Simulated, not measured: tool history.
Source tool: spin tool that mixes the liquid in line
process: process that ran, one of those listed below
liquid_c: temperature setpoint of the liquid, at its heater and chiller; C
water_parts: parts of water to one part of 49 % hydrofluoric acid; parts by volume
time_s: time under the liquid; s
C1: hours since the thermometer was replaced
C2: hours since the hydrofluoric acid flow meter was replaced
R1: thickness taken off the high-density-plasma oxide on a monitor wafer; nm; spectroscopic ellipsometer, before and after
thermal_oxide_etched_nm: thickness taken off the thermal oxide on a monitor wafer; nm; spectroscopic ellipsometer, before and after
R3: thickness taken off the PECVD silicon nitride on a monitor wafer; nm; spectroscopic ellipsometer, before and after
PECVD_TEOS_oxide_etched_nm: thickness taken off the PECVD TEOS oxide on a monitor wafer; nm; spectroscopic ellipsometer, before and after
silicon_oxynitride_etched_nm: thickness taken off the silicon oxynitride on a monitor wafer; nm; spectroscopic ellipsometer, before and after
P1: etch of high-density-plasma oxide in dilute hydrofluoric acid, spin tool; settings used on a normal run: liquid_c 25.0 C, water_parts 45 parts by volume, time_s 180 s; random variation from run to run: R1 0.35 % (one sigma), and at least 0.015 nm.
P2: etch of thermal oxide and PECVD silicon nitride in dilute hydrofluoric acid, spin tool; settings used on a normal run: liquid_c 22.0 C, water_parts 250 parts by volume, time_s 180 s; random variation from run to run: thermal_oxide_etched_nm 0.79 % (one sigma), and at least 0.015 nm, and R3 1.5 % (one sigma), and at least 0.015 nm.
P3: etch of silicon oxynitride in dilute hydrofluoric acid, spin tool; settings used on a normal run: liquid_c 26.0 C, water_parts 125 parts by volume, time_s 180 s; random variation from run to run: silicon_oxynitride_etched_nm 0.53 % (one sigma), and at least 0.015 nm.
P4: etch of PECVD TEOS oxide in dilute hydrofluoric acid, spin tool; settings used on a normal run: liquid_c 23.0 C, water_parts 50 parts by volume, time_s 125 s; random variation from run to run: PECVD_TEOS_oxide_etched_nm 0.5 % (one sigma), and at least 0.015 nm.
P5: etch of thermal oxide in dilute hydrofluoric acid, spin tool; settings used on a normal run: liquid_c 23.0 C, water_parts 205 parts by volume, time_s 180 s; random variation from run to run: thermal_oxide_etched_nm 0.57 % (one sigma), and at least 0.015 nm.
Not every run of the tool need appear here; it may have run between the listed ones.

{"run": 1, "hour": 4.8, "process": "P1", "liquid_c": 25.0, "water_parts": 45, "time_s": 180, "C1": 826.1, "C2": 1011.0, "R1": 32.263}
{"run": 2, "hour": 8.7, "process": "P2", "liquid_c": 22.0, "water_parts": 250, "time_s": 180, "C1": 830.0, "C2": 1014.9, "thermal_oxide_etched_nm": 2.713, "R3": 1.7378}
{"run": 3, "hour": 11.9, "process": "P2", "liquid_c": 22.0, "water_parts": 375, "time_s": 180, "C1": 833.2, "C2": 1018.1, "thermal_oxide_etched_nm": 1.6364, "R3": 1.1274}
{"run": 4, "hour": 16.3, "process": "P4", "liquid_c": 23.0, "water_parts": 80, "time_s": 125, "C1": 837.6, "C2": 1022.5, "PECVD_TEOS_oxide_etched_nm": 20.057}
{"run": 5, "hour": 21.5, "process": "P1", "liquid_c": 25.0, "water_parts": 45, "time_s": 180, "C1": 842.8, "C2": 1027.7, "R1": 32.123}
{"run": 6, "hour": 26.2, "process": "P4", "liquid_c": 17.0, "water_parts": 50, "time_s": 125, "C1": 847.5, "C2": 1032.4, "PECVD_TEOS_oxide_etched_nm": 25.89}
{"run": 7, "hour": 30.6, "process": "P1", "liquid_c": 25.0, "water_parts": 45, "time_s": 35, "C1": 851.9, "C2": 1036.8, "R1": 6.2608}
{"run": 8, "hour": 33.1, "process": "P1", "liquid_c": 25.0, "water_parts": 45, "time_s": 180, "C1": 854.4, "C2": 1039.3, "R1": 32.112}
{"run": 9, "hour": 36.5, "process": "P5", "liquid_c": 23.0, "water_parts": 70, "time_s": 180, "C1": 857.8, "C2": 1042.7, "thermal_oxide_etched_nm": 12.379}
{"run": 10, "hour": 40.3, "process": "P5", "liquid_c": 23.0, "water_parts": 205, "time_s": 15, "C1": 861.6, "C2": 1046.5, "thermal_oxide_etched_nm": 0.32311}
{"run": 11, "hour": 44.0, "process": "P5", "liquid_c": 17.5, "water_parts": 205, "time_s": 180, "C1": 865.3, "C2": 1050.2, "thermal_oxide_etched_nm": 2.9059}
{"run": 12, "hour": 47.5, "process": "P1", "liquid_c": 29.5, "water_parts": 45, "time_s": 50, "C1": 868.8, "C2": 1053.7, "R1": 10.7}
{"run": 13, "hour": 53.0, "process": "P3", "liquid_c": 26.0, "water_parts": 220, "time_s": 180, "C1": 874.3, "C2": 1059.2, "silicon_oxynitride_etched_nm": 3.4202}
{"run": 14, "hour": 57.8, "process": "P2", "liquid_c": 22.0, "water_parts": 250, "time_s": 280, "C1": 879.1, "C2": 1064.0, "thermal_oxide_etched_nm": 4.2827, "R3": 2.6501}
{"run": 15, "hour": 62.3, "process": "P1", "liquid_c": 25.0, "water_parts": 65, "time_s": 180, "C1": 883.6, "C2": 1068.5, "R1": 21.575}
{"run": 16, "hour": 67.1, "process": "P3", "liquid_c": 26.0, "water_parts": 125, "time_s": 180, "C1": 888.4, "C2": 1073.3, "silicon_oxynitride_etched_nm": 6.5234}
{"run": 17, "hour": 70.3, "process": "P5", "liquid_c": 23.0, "water_parts": 205, "time_s": 180, "C1": 891.6, "C2": 1076.5, "thermal_oxide_etched_nm": 3.6479}
{"run": 18, "hour": 73.1, "process": "P1", "liquid_c": 25.0, "water_parts": 45, "time_s": 180, "C1": 894.4, "C2": 1079.3, "R1": 32.208}
{"run": 19, "hour": 77.1, "process": "P1", "liquid_c": 28.5, "water_parts": 20, "time_s": 180, "C1": 898.4, "C2": 1083.3, "R1": 86.647}
{"run": 20, "hour": 81.1, "process": "P1", "liquid_c": 25.0, "water_parts": 45, "time_s": 180, "C1": 902.4, "C2": 1087.3, "R1": 32.066}
{"run": 21, "hour": 86.1, "process": "P1", "liquid_c": 17.5, "water_parts": 45, "time_s": 180, "C1": 907.4, "C2": 1092.3, "R1": 23.466}
{"run": 22, "hour": 89.8, "process": "P1", "liquid_c": 25.0, "water_parts": 45, "time_s": 180, "C1": 911.1, "C2": 1096.0, "R1": 31.961}
{"run": 23, "hour": 95.4, "process": "P1", "liquid_c": 25.0, "water_parts": 45, "time_s": 180, "C1": 916.7, "C2": 1101.6, "R1": 32.339}
{"run": 24, "hour": 99.6, "process": "P1", "liquid_c": 25.0, "water_parts": 45, "time_s": 280, "C1": 920.9, "C2": 1105.8, "R1": 49.893}
{"run": 25, "hour": 102.8, "process": "P3", "liquid_c": 34.0, "water_parts": 125, "time_s": 180, "C1": 924.1, "C2": 1109.0, "silicon_oxynitride_etched_nm": 9.3242}
{"run": 26, "hour": 107.2, "process": "P2", "liquid_c": 28.0, "water_parts": 250, "time_s": 180, "C1": 928.5, "C2": 1113.4, "thermal_oxide_etched_nm": 3.3548, "R3": 2.482}
{"run": 27, "hour": 109.8, "process": "P1", "liquid_c": 31.0, "water_parts": 45, "time_s": 180, "C1": 931.1, "C2": 1116.0, "R1": 40.855}
{"run": 28, "hour": 112.3, "process": "P4", "liquid_c": 23.0, "water_parts": 50, "time_s": 125, "C1": 933.6, "C2": 1118.5, "PECVD_TEOS_oxide_etched_nm": 33.369}
{"run": 29, "hour": 114.9, "process": "P4", "liquid_c": 23.0, "water_parts": 50, "time_s": 230, "C1": 936.2, "C2": 1121.1, "PECVD_TEOS_oxide_etched_nm": 61.827}
{"run": 30, "hour": 119.2, "process": "P3", "liquid_c": 26.0, "water_parts": 125, "time_s": 80, "C1": 940.5, "C2": 1125.4, "silicon_oxynitride_etched_nm": 2.898}
{"run": 31, "hour": 122.9, "process": "P1", "liquid_c": 25.0, "water_parts": 20, "time_s": 180, "C1": 944.2, "C2": 1129.1, "R1": 74.9}
{"run": 32, "hour": 127.8, "process": "P5", "liquid_c": 23.0, "water_parts": 205, "time_s": 180, "C1": 949.1, "C2": 1134.0, "thermal_oxide_etched_nm": 3.5664}
{"run": 33, "hour": 130.9, "process": "P2", "liquid_c": 22.0, "water_parts": 250, "time_s": 180, "C1": 952.2, "C2": 1137.1, "thermal_oxide_etched_nm": 2.7388, "R3": 1.6775}
{"run": 34, "hour": 135.5, "process": "P1", "liquid_c": 25.0, "water_parts": 45, "time_s": 180, "C1": 956.8, "C2": 1141.7, "R1": 32.335}
{"run": 35, "hour": 138.1, "process": "P1", "liquid_c": 25.0, "water_parts": 45, "time_s": 180, "C1": 959.4, "C2": 1144.3, "R1": 32.927}
{"run": 36, "hour": 143.3, "process": "P1", "liquid_c": 25.0, "water_parts": 45, "time_s": 180, "C1": 964.6, "C2": 1149.5, "R1": 33.797}
{"run": 37, "hour": 146.3, "process": "P1", "liquid_c": 25.0, "water_parts": 45, "time_s": 180, "C1": 967.6, "C2": 1152.5, "R1": 34.491}
{"run": 38, "hour": 149.9, "process": "P1", "liquid_c": 25.0, "water_parts": 45, "time_s": 180, "C1": 971.2, "C2": 1156.1, "R1": 34.704}
{"run": 39, "hour": 154.3, "process": "P1", "liquid_c": 25.0, "water_parts": 45, "time_s": 180, "C1": 975.6, "C2": 1160.5, "R1": 34.779}
{"run": 40, "hour": 158.5, "process": "P1", "liquid_c": 25.0, "water_parts": 45, "time_s": 180, "C1": 979.8, "C2": 1164.7, "R1": 35.007}
{"run": 41, "hour": 162.1, "process": "P1", "liquid_c": 25.0, "water_parts": 45, "time_s": 180, "C1": 983.4, "C2": 1168.3, "R1": 35.142}
{"run": 42, "hour": 166.0, "process": "P1", "liquid_c": 25.0, "water_parts": 45, "time_s": 180, "C1": 987.3, "C2": 1172.2, "R1": 35.079}

What P1 gives has crept away from where it was. These 2 causes fit the log equally well, each at the size given:
A: liquid hotter than its thermometer reads (K) = 2.09
B: hydrofluoric acid flow above the setpoint (%) = 8.34
The drift started at roughly hour 135.5.

Which of the check runs below tells the causes apart, meaning the causes would give it clearly different results? Each run uses 5 wafers whose results are averaged, and each result is shown as a question mark.
{"run": "check 1", "hour": 169.9, "process": "P4", "liquid_c": 23.0, "water_parts": 75, "time_s": 220, "PECVD_TEOS_oxide_etched_nm": "?"}
{"run": "check 2", "hour": 169.9, "process": "P5", "liquid_c": 19.0, "water_parts": 80, "time_s": 180, "thermal_oxide_etched_nm": "?"}
{"run": "check 3", "hour": 169.9, "process": "P2", "liquid_c": 22.0, "water_parts": 350, "time_s": 260, "thermal_oxide_etched_nm": "?", "R3": "?"}
{"run": "check 4", "hour": 169.9, "process": "P3", "liquid_c": 31.0, "water_parts": 125, "time_s": 180, "silicon_oxynitride_etched_nm": "?"}

Outcome of each check run for each possible cause:
check=check_1 result=PECVD_TEOS_oxide_etched_nm if_A=41.331 if_B=41.453
check=check_2 result=thermal_oxide_etched_nm if_A=9.88450 if_B=9.88590
check=check_3 result=thermal_oxide_etched_nm if_A=2.74760 if_B=2.83980
check=check_3 result=R3 if_A=1.9935 if_B=1.8993
check=check_4 result=silicon_oxynitride_etched_nm if_A=8.9217 if_B=8.9187
Separation of the two closest causes in each check, using whichever result separates them best: check 1 0.3 %; check 2 0.01 %; check 3 4.84 %; check 4 0.03 %
Check 3 tells the causes apart: in the others they would give nearly the same result.

The results of check 3 are: thermal_oxide_etched_nm 2.74390 nm; R3 1.9858 nm. Based on these, which of the listed causes is it?

It is A: liquid hotter than its thermometer reads (K).

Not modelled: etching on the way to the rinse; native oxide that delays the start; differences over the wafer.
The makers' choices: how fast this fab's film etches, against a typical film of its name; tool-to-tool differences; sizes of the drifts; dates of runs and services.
